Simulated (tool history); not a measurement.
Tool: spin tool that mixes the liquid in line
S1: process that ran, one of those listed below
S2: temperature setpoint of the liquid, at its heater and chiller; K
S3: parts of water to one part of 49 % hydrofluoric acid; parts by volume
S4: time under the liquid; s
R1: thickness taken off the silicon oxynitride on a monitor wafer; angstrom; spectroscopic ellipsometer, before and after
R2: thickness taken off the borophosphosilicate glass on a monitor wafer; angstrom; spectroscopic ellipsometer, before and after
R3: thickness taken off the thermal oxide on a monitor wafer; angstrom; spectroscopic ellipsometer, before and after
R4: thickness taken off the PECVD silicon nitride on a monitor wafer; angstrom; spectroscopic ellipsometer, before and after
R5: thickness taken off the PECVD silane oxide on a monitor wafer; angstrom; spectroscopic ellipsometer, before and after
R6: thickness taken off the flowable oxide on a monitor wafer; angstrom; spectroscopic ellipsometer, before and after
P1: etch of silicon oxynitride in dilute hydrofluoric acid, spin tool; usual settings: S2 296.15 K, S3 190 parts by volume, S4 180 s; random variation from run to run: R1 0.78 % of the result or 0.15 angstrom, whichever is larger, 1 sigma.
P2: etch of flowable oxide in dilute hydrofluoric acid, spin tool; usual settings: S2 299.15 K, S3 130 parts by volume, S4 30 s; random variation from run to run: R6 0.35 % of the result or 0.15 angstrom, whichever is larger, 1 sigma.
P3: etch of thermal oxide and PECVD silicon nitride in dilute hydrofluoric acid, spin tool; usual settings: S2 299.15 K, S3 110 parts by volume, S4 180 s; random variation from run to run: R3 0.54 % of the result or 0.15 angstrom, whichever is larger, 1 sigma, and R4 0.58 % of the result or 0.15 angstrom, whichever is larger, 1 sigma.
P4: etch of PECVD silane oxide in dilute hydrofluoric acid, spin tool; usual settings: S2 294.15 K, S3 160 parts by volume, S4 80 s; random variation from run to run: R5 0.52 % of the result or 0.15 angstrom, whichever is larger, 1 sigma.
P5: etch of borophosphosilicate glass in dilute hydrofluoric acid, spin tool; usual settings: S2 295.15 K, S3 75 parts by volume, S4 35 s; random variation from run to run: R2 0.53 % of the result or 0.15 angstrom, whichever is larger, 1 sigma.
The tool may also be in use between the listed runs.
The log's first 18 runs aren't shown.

| run | day | S1 | S2 | S3 | S4 | R1 | R2 | R3 | R4 | R5 | R6 |
|---|---|---|---|---|---|---|---|---|---|---|---|
| 19 | 5.396 | P1 | 301.15 | 190 | 180 | 37.327 |  |  |  |  |  |
| 20 | 5.679 | P1 | 296.15 | 190 | 180 | 29.561 |  |  |  |  |  |
| 21 | 5.95 | P1 | 296.15 | 190 | 180 | 29.68 |  |  |  |  |  |
| 22 | 6.221 | P1 | 296.15 | 105 | 180 | 57.139 |  |  |  |  |  |
| 23 | 6.538 | P1 | 296.15 | 190 | 180 | 29.538 |  |  |  |  |  |
| 24 | 6.808 | P1 | 296.15 | 190 | 325 | 53.234 |  |  |  |  |  |
| 25 | 7.046 | P3 | 299.15 | 110 | 355 |  |  | 173.11 | 122.59 |  |  |
|  | 7.288 | thermometer replaced |
| 26 | 7.3 | P1 | 296.15 | 125 | 105 | 27.409 |  |  |  |  |  |
| 27 | 7.504 | P3 | 299.15 | 165 | 180 |  |  | 55.005 | 40.915 |  |  |
| 28 | 7.846 | P1 | 290.15 | 190 | 180 | 22.446 |  |  |  |  |  |
| 29 | 8.029 | P4 | 294.15 | 235 | 80 |  |  |  |  | 64.204 |  |
| 30 | 8.333 | P2 | 294.15 | 130 | 30 |  |  |  |  |  | 90.875 |
| 31 | 8.554 | P1 | 296.15 | 105 | 330 | 104.47 |  |  |  |  |  |
| 32 | 8.804 | P1 | 296.15 | 190 | 180 | 29.93 |  |  |  |  |  |
| 33 | 9.083 | P2 | 299.15 | 50 | 30 |  |  |  |  |  | 317.98 |

Forecast run 34:
| 34 | 9.329 | P5 | 295.15 | 75 | 35 |  | ? |  |  |  |  |

Run 34 gave R2 164.79 angstrom.
